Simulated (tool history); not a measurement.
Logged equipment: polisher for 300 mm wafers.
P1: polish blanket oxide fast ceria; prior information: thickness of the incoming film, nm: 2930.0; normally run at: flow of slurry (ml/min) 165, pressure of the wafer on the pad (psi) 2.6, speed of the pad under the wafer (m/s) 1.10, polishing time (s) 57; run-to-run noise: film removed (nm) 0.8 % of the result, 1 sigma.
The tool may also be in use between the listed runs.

run   hour  flow of slurry (ml/min)  pressure of the wafer on the pad (psi)  speed of the pad under the wafer (m/s)  polishing time (s)  film removed (nm)
  1    7.0                      165                                     2.6                                    1.10                  57            1053.60
  2   18.0                      225                                     2.6                                    1.10                  57            1103.80
  3   30.0                      165                                     2.6                                    1.10                  90            1679.10
  4   40.2                      165                                     2.6                                    1.60                  57            1544.60
  5   51.1                      165                                     2.6                                    1.10                  57            1066.40
  6   61.6                      165                                     2.6                                    1.10                  57            1063.60
  7   73.2                      100                                     2.6                                    1.10                  71            1199.10
  8   85.9                      100                                     2.6                                    1.10                  57             955.03
  9   97.0                      165                                     2.6                                    0.64                  57             612.68
 10  106.6                      165                                     2.6                                    1.10                  57            1053.00
 11  115.8                      165                                     1.6                                    1.10                  57             646.66
 12  130.3                      165                                     2.6                                    1.10                  40             746.38
 13  144.2                      165                                     2.6                                    1.10                  57            1063.00

For run 14, what comes out?
 14  156.6                      165                                     3.3                                    1.10                  57                  ?

film removed (nm): 1354.90
